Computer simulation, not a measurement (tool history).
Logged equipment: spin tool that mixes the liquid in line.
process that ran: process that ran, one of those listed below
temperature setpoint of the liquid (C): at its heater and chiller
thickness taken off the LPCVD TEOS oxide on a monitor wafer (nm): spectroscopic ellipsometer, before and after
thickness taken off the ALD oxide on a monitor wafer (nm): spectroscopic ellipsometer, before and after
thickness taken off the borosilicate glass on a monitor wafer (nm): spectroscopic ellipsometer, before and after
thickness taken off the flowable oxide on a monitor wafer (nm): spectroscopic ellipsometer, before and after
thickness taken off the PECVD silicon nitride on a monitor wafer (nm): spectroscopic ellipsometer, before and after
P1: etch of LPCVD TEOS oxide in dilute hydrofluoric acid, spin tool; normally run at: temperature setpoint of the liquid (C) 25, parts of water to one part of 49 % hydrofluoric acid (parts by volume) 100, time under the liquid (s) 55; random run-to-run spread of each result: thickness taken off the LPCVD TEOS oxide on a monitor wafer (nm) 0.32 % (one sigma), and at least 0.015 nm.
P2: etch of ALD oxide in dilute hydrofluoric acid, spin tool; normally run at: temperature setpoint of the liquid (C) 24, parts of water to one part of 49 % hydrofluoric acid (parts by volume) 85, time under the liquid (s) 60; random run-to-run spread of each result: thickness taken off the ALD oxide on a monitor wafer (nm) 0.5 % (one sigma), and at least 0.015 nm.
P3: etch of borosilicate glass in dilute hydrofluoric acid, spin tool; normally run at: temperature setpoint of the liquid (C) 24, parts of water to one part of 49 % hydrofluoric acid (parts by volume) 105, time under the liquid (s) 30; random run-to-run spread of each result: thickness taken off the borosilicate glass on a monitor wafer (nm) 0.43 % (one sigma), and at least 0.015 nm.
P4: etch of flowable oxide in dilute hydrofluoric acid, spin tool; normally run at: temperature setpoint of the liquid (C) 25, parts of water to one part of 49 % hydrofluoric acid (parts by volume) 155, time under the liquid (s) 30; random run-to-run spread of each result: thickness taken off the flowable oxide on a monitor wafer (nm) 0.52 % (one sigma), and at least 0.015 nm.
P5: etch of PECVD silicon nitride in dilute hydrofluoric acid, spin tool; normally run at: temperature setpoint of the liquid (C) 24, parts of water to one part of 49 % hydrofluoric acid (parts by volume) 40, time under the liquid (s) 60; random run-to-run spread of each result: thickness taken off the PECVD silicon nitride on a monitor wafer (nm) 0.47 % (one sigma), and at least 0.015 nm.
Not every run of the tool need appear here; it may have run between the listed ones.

run   hour  process that ran  temperature setpoint of the liquid (C)  parts of water to one part of 49 % hydrofluoric acid (parts by volume)  time under the liquid (s)  hours since the thermometer was replaced  hours since the hydrofluoric acid flow meter was replaced  thickness taken off the LPCVD TEOS oxide on a monitor wafer (nm)  thickness taken off the ALD oxide on a monitor wafer (nm)  thickness taken off the borosilicate glass on a monitor wafer (nm)  thickness taken off the flowable oxide on a monitor wafer (nm)  thickness taken off the PECVD silicon nitride on a monitor wafer (nm)
  1   10.1                P1                                      25                                                                     100                         55                                      2060                                                      826.9                                                            10.232
  2   15.8                P2                                      24                                                                      85                         60                                    2065.7                                                      832.6                                                                                                                       7.9435
  3     26                P3                                      24                                                                     105                         30                                    2075.9                                                      842.8                                                                                                                                                                                            11.31
  4   33.7                P4                                      20                                                                     155                         30                                    2083.6                                                      850.5                                                                                                                                                                                                                                                           7.2616
  5   43.8                P3                                      24                                                                      30                         30                                    2093.7                                                      860.6                                                                                                                                                                                           43.205
  6   49.6                P2                                      24                                                                      85                         60                                    2099.5                                                      866.4                                                                                                                       8.0001
  7   58.6                P2                                      24                                                                     130                         60                                    2108.5                                                      875.4                                                                                                                        4.942
  8   64.5                P1                                      25                                                                     160                         55                                    2114.4                                                      881.3                                                            5.9675
  9     70                P1                                      25                                                                     100                         55                                    2119.9                                                      886.8                                                            10.227
 10   77.7                P5                                      24                                                                      40                        120                                    2127.6                                                      894.5                                                                                                                                                                                                                                                                                                                                  9.8804
 11   86.3                P2                                      24                                                                      85                        115                                    2136.2                                                      903.1                                                                                                                        15.23
 12   91.4                P4                                      25                                                                     155                         60                                    2141.3                                                      908.2                                                                                                                                                                                                                                                           17.501
 13   97.7                P1                                      25                                                                     100                         15                                    2147.6                                                      914.5                                                            2.8203
 14  106.8                P5                                      17                                                                      40                         60                                    2156.7                                                      923.6                                                                                                                                                                                                                                                                                                                                  3.0387
 15  116.2                P1                                      25                                                                     100                         55                                    2166.1                                                        933                                                            10.262
 16  122.2                P4                                      25                                                                     250                         30                                    2172.1                                                        939                                                                                                                                                                                                                                                           4.8716
 17  129.9                P1                                      25                                                                     175                        110                                    2179.8                                                      946.7                                                            10.793
 18  138.7                P1                                      25                                                                     100                         85                                    2188.6                                                      955.5                                                            15.782
 19  146.2                P2                                    17.5                                                                      85                         60                                    2196.1                                                        963                                                                                                                       6.1276
 20  151.2                P1                                      25                                                                     100                         55                                    2201.1                                                        968                                                            10.265
 21  158.8                P3                                      28                                                                     105                         30                                    2208.7                                                      975.6                                                                                                                                                                                           13.091
 22  166.7                P1                                      25                                                                      40                         55                                    2216.6                                                      983.5                                                            27.807
 23    175                P1                                      32                                                                     100                         55                                    2224.9                                                      991.8                                                            13.425
 24  181.3                P1                                      25                                                                     100                         55                                    2231.2                                                      998.1                                                            10.258
 25  191.8                P4                                      25                                                                     155                         30                                    2241.7                                                     1008.6                                                                                                                                                                                                                                                           8.7855
 26    197                P5                                      24                                                                      40                         60                                    2246.9                                                     1013.8                                                                                                                                                                                                                                                                                                                                  4.8537
 27  206.4                P3                                      24                                                                     105                         15                                    2256.3                                                     1023.2                                                                                                                                                                                           5.6112
 28  211.6                P3                                      24                                                                     105                         30                                    2261.5                                                     1028.4                                                                                                                                                                                           11.191
 29  216.4                P1                                      18                                                                     100                         55                                    2266.3                                                     1033.2                                                            7.7274
 30    226                P5                                      24                                                                      20                         60                                    2275.9                                                     1042.8                                                                                                                                                                                                                                                                                                                                  9.5755
 31  235.3                P1                                      25                                                                     100                         55                                    2285.2                                                     1052.1                                                            10.254
 32  241.9                P1                                      25                                                                     100                         55                                    2291.8                                                     1058.7                                                            10.354
 33  247.3                P1                                      25                                                                     100                         55                                    2297.2                                                     1064.1                                                            10.511
 34  257.2                P1                                      25                                                                     100                         55                                    2307.1                                                       1074                                                            10.777
 35  265.7                P1                                      25                                                                     100                         55                                    2315.6                                                     1082.5                                                            10.946
 36  275.5                P1                                      25                                                                     100                         55                                    2325.4                                                     1092.3                                                            10.946
 37  281.6                P1                                      25                                                                     100                         55                                    2331.5                                                     1098.4                                                            10.927
 38  288.2                P1                                      25                                                                     100                         55                                    2338.1                                                       1105                                                            10.974

The log shows P1 creeping away from where it was. Any of the 2 causes listed here, at the size stated for it, fits the log just as well as the others:
A: hydrofluoric acid flow above the setpoint (%) = 6.2
B: liquid hotter than its thermometer reads (K) = 1.74
The gradual shift began around hour 241.9.

Consider the 4 single-wafer check runs listed below, results given as question marks: which one distinguishes between the causes by giving clearly different results for each?
check 1  294.8                P4                                      22                                                                     210                         30                                                                                                                                                                                                                                                                                                                                                                     ?
check 2  294.8                P5                                      17                                                                      40                        115                                                                                                                                                                                                                                                                                                                                                                                                                                            ?
check 3  294.8                P3                                      24                                                                      55                         15                                                                                                                                                                                                                                                                                                     ?
check 4  294.8                P2                                      24                                                                     120                         60                                                                                                                                                                                                                                 ?

How each check would come out, cause by cause:
  check                                                                 result    if A    if B
check 1         thickness taken off the flowable oxide on a monitor wafer (nm)  5.8548  5.8082
check 2  thickness taken off the PECVD silicon nitride on a monitor wafer (nm)  6.1111  6.5226
check 3     thickness taken off the borosilicate glass on a monitor wafer (nm)  12.249  12.328
check 4              thickness taken off the ALD oxide on a monitor wafer (nm)  5.7869  5.7799
Separation of the two closest causes in each check, using whichever result separates them best: check 1 0.8 %; check 2 6.52 %; check 3 0.65 %; check 4 0.12 %
The other checks would show nearly matching results whichever cause is true, so check 2 is the only one that separates the causes.

Running check 2 produced the following: thickness taken off the PECVD silicon nitride on a monitor wafer (nm) 6.1556. Which one of the listed causes fits?

The correct cause is A, namely: hydrofluoric acid flow above the setpoint (%).
